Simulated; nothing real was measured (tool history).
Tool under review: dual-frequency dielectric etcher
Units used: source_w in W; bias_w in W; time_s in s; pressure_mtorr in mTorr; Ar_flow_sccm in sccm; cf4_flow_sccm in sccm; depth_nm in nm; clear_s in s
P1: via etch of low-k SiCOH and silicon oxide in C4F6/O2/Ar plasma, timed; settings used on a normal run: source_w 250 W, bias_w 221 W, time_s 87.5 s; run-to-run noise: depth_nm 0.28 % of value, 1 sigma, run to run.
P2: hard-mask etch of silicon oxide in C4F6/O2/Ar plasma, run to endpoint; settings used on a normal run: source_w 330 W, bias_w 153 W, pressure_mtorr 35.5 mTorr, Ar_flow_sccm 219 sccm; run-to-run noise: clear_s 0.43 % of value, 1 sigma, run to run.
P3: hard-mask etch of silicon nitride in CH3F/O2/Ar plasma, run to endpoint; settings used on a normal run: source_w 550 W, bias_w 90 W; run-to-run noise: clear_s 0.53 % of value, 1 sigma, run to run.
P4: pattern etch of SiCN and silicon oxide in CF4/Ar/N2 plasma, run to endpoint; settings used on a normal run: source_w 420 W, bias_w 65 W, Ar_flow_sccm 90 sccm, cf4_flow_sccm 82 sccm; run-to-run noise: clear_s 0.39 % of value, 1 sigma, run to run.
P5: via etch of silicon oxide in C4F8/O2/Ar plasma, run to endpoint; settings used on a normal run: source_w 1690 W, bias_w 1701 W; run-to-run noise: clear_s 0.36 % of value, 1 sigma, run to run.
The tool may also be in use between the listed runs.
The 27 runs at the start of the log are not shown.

run,hour,process,source_w,bias_w,time_s,pressure_mtorr,Ar_flow_sccm,cf4_flow_sccm,depth_nm,clear_s
28,356.4,P3,550,72,,,,,,40.5830
29,373.3,P1,250,221,87.5,,,,226.18,
30,390.1,P1,250,221,87.5,,,,226.02,
31,406.4,P1,250,221,122.5,,,,315.80,
32,416.1,P5,2360,1701,,,,,,244.1600
33,426.1,P1,250,221,87.5,,,,225.21,
34,439.6,P1,340,221,87.5,,,,252.27,
35,450.2,P1,250,221,87.5,,,,224.93,
36,461.9,P1,250,221,87.5,,,,223.83,
37,475.9,P1,250,221,87.5,,,,222.65,
38,490.2,P1,250,221,87.5,,,,222.47,
39,506.2,P1,250,221,87.5,,,,223.68,
# hour 511.7: wet clean of the chamber
40,517.9,P1,250,221,87.5,,,,223.26,
41,534.7,P1,250,221,87.5,,,,221.78,
42,549.9,P1,250,221,87.5,,,,221.53,
43,558.5,P1,250,221,87.5,,,,222.65,

Run 44 has not been measured yet. What should we expect?
44,566.1,P1,250,221,87.5,,,,?,

Run 44 came out at depth_nm 221.75 nm.

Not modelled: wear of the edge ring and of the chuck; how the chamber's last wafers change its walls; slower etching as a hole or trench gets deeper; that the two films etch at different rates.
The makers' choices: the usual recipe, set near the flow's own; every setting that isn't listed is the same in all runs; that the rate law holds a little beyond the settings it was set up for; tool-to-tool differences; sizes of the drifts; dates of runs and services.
